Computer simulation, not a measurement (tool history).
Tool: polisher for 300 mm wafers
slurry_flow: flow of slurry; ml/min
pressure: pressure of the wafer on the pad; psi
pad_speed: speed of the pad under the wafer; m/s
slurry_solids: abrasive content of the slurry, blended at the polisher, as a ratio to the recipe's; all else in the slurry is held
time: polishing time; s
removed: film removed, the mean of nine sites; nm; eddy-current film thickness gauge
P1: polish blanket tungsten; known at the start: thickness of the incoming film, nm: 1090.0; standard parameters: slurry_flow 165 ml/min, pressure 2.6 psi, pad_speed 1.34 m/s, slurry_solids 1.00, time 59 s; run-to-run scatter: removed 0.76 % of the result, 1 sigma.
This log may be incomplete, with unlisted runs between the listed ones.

| run | day | slurry_flow | pressure | pad_speed | slurry_solids | time | removed |
|---|---|---|---|---|---|---|---|
| 1 | 0.254 | 165 | 2.6 | 1.34 | 1.00 | 59 | 261.38 |
| 2 | 0.496 | 165 | 2.6 | 1.34 | 1.00 | 59 | 259.51 |
| 3 | 0.796 | 165 | 2.6 | 1.34 | 1.20 | 34 | 154.01 |
| 4 | 1.083 | 165 | 2.6 | 1.34 | 1.00 | 27 | 119.02 |
|  | 1.092 | worn pad replaced by a new one |
| 5 | 1.383 | 165 | 2.6 | 0.70 | 1.00 | 59 | 137.05 |
| 6 | 1.583 | 165 | 2.6 | 1.34 | 1.00 | 59 | 257.01 |
| 7 | 1.904 | 165 | 2.6 | 1.34 | 1.00 | 87 | 379.94 |
| 8 | 2.208 | 165 | 1.8 | 1.34 | 1.00 | 79 | 240.42 |
| 9 | 2.504 | 165 | 2.6 | 1.34 | 1.00 | 59 | 259.97 |
| 10 | 2.842 | 110 | 2.6 | 1.34 | 1.00 | 59 | 238.46 |
| 11 | 3.083 | 165 | 2.6 | 1.78 | 1.00 | 59 | 345.41 |
| 12 | 3.408 | 165 | 2.6 | 1.34 | 1.35 | 59 | 280.22 |
| 13 | 3.596 | 165 | 2.6 | 1.34 | 0.70 | 59 | 234.67 |
| 14 | 3.917 | 165 | 2.6 | 1.34 | 1.00 | 59 | 258.70 |
| 15 | 4.096 | 165 | 1.2 | 1.34 | 1.00 | 59 | 119.34 |
| 16 | 4.412 | 165 | 2.6 | 1.34 | 1.00 | 59 | 260.55 |

Run 17, settings as shown, results not yet in. Your forecast:
| 17 | 4.617 | 265 | 2.6 | 1.34 | 1.00 | 59 | ? |

Run 17 came out at removed 272.57 nm.
